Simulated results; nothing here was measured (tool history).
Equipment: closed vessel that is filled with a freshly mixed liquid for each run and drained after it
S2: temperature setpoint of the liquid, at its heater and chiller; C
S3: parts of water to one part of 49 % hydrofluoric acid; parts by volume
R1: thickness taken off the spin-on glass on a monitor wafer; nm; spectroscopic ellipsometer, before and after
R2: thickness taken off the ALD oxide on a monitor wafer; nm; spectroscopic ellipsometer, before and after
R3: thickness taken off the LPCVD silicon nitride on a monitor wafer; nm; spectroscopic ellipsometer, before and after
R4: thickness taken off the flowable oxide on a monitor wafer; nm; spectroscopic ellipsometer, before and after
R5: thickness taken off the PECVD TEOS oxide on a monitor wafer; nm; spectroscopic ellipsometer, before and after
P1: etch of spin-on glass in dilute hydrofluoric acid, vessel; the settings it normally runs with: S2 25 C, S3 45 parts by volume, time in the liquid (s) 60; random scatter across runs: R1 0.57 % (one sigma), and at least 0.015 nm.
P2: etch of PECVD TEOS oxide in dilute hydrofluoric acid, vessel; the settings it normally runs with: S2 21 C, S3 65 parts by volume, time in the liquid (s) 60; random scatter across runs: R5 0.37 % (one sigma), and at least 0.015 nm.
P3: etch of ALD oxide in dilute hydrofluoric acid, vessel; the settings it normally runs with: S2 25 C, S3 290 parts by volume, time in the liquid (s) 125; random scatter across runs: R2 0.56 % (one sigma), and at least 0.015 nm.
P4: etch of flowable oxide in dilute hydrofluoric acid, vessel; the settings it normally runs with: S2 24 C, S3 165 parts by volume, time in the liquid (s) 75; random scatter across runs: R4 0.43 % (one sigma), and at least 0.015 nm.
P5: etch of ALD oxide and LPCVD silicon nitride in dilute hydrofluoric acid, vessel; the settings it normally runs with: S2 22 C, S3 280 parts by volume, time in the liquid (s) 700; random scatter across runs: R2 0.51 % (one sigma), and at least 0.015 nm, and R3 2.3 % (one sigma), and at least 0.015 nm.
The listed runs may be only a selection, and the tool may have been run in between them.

{"run": 1, "day": 0.5, "process that ran": "P1", "S2": 25, "S3": 45, "time in the liquid (s)": 60, "R1": 49.394}
{"run": 2, "day": 0.838, "process that ran": "P3", "S2": 31, "S3": 290, "time in the liquid (s)": 125, "R2": 6.5476}
{"run": 3, "day": 1.333, "process that ran": "P3", "S2": 25, "S3": 290, "time in the liquid (s)": 125, "R2": 5.3639}
{"run": 4, "day": 1.838, "process that ran": "P5", "S2": 22, "S3": 280, "time in the liquid (s)": 120, "R2": 5.5451, "R3": 0.19749}
{"run": 5, "day": 2.342, "process that ran": "P1", "S2": 25, "S3": 45, "time in the liquid (s)": 100, "R1": 81.691}
{"run": 6, "day": 2.792, "process that ran": "P1", "S2": 31, "S3": 45, "time in the liquid (s)": 60, "R1": 62.024}
{"run": 7, "day": 3.167, "process that ran": "P4", "S2": 24, "S3": 165, "time in the liquid (s)": 30, "R4": 5.3824}
{"run": 8, "day": 3.608, "process that ran": "P1", "S2": 25, "S3": 45, "time in the liquid (s)": 60, "R1": 49.013}
{"run": 9, "day": 3.912, "process that ran": "P2", "S2": 21, "S3": 65, "time in the liquid (s)": 60, "R5": 18.276}
{"run": 10, "day": 4.45, "process that ran": "P2", "S2": 21, "S3": 65, "time in the liquid (s)": 105, "R5": 31.853}
{"run": 11, "day": 5.038, "process that ran": "P1", "S2": 25, "S3": 45, "time in the liquid (s)": 30, "R1": 24.434}
{"run": 12, "day": 5.504, "process that ran": "P4", "S2": 19.5, "S3": 165, "time in the liquid (s)": 75, "R4": 11.213}
{"run": 13, "day": 6.05, "process that ran": "P1", "S2": 25, "S3": 45, "time in the liquid (s)": 60, "R1": 49.012}
{"run": 14, "day": 6.533, "process that ran": "P1", "S2": 25, "S3": 75, "time in the liquid (s)": 60, "R1": 28.059}
{"run": 15, "day": 6.912, "process that ran": "P1", "S2": 25, "S3": 20, "time in the liquid (s)": 60, "R1": 113.06}
{"run": 16, "day": 7.175, "process that ran": "P2", "S2": 21, "S3": 105, "time in the liquid (s)": 60, "R5": 10.749}
{"run": 17, "day": 7.512, "process that ran": "P3", "S2": 25, "S3": 290, "time in the liquid (s)": 210, "R2": 8.9757}
{"run": 18, "day": 8.108, "process that ran": "P5", "S2": 28.5, "S3": 280, "time in the liquid (s)": 700, "R2": 40.431, "R3": 1.6163}
{"run": 19, "day": 8.642, "process that ran": "P3", "S2": 25, "S3": 50, "time in the liquid (s)": 125, "R2": 41.5}
{"run": 20, "day": 9.133, "process that ran": "P4", "S2": 24, "S3": 165, "time in the liquid (s)": 75, "R4": 13.468}
{"run": 21, "day": 9.512, "process that ran": "P4", "S2": 24, "S3": 80, "time in the liquid (s)": 75, "R4": 30.619}
{"run": 22, "day": 9.917, "process that ran": "P3", "S2": 25, "S3": 290, "time in the liquid (s)": 125, "R2": 5.3021}
{"run": 23, "day": 10.246, "process that ran": "P1", "S2": 20.5, "S3": 45, "time in the liquid (s)": 60, "R1": 40.385}
{"run": 24, "day": 10.667, "process that ran": "P1", "S2": 25, "S3": 45, "time in the liquid (s)": 60, "R1": 48.665}
{"run": 25, "day": 11.142, "process that ran": "P5", "S2": 22, "S3": 280, "time in the liquid (s)": 700, "R2": 32.031, "R3": 1.1184}
{"run": 26, "day": 11.533, "process that ran": "P1", "S2": 25, "S3": 45, "time in the liquid (s)": 60, "R1": 48.702}
{"run": 27, "day": 11.854, "process that ran": "P5", "S2": 22, "S3": 505, "time in the liquid (s)": 700, "R2": 14.641, "R3": 0.60397}
{"run": 28, "day": 12.275, "process that ran": "P1", "S2": 25, "S3": 25, "time in the liquid (s)": 30, "R1": 45.048}
{"run": 29, "day": 12.654, "process that ran": "P2", "S2": 29, "S3": 65, "time in the liquid (s)": 60, "R5": 25.314}
{"run": 30, "day": 12.946, "process that ran": "P1", "S2": 25, "S3": 45, "time in the liquid (s)": 60, "R1": 48.816}
{"run": 31, "day": 13.267, "process that ran": "P1", "S2": 25, "S3": 45, "time in the liquid (s)": 60, "R1": 48.89}
{"run": 32, "day": 13.638, "process that ran": "P1", "S2": 25, "S3": 45, "time in the liquid (s)": 60, "R1": 47.636}
{"run": 33, "day": 14.012, "process that ran": "P1", "S2": 25, "S3": 45, "time in the liquid (s)": 60, "R1": 47.372}
{"run": 34, "day": 14.362, "process that ran": "P1", "S2": 25, "S3": 45, "time in the liquid (s)": 60, "R1": 46.459}
{"run": 35, "day": 14.783, "process that ran": "P1", "S2": 25, "S3": 45, "time in the liquid (s)": 60, "R1": 45.881}
{"run": 36, "day": 15.321, "process that ran": "P1", "S2": 25, "S3": 45, "time in the liquid (s)": 60, "R1": 46.066}
{"run": 37, "day": 15.638, "process that ran": "P1", "S2": 25, "S3": 45, "time in the liquid (s)": 60, "R1": 46.192}
{"run": 38, "day": 16.083, "process that ran": "P1", "S2": 25, "S3": 45, "time in the liquid (s)": 60, "R1": 45.819}

The log shows P1 creeping away from where it was. Any of the 2 causes listed here, at the size stated for it, fits the log just as well as the others:
A: hydrofluoric acid flow below the setpoint (%) = 5.27
B: liquid colder than its thermometer reads (K) = 1.4
The creep began at about day 13.267.

You are offered 4 check runs, listed below with question marks in place of their results; each one averages 2 wafers. Which run separates the listed causes by giving clearly different results for each?
{"run": "check 1", "day": 16.529, "process that ran": "P4", "S2": 24, "S3": 90, "time in the liquid (s)": 30, "R4": "?"}
{"run": "check 2", "day": 16.529, "process that ran": "P2", "S2": 21, "S3": 90, "time in the liquid (s)": 60, "R5": "?"}
{"run": "check 3", "day": 16.529, "process that ran": "P3", "S2": 25, "S3": 95, "time in the liquid (s)": 180, "R2": "?"}
{"run": "check 4", "day": 16.529, "process that ran": "P5", "S2": 28, "S3": 430, "time in the liquid (s)": 700, "R2": "?", "R3": "?"}

What every check run would give for each of its results, assuming each possible cause in turn:
check=check_1 result=R4 if_A=10.095 if_B=10.137
check=check_2 result=R5 if_A=12.074 if_B=12.102
check=check_3 result=R2 if_A=27.593 if_B=27.741
check=check_4 result=R2 if_A=20.61 if_B=21.306
check=check_4 result=R3 if_A=0.98455 if_B=0.96116
Per-check spread between the two closest causes, in the result where they differ most: check 1 0.42 %; check 2 0.22 %; check 3 0.53 %; check 4 3.32 %
The other checks would show nearly matching results whichever cause is true, so check 4 is the only one that separates the causes.

Here is what check 4 returned: R2 21.246 nm; R3 0.95759 nm. Which cause is it?

It was cause B: liquid colder than its thermometer reads (K).
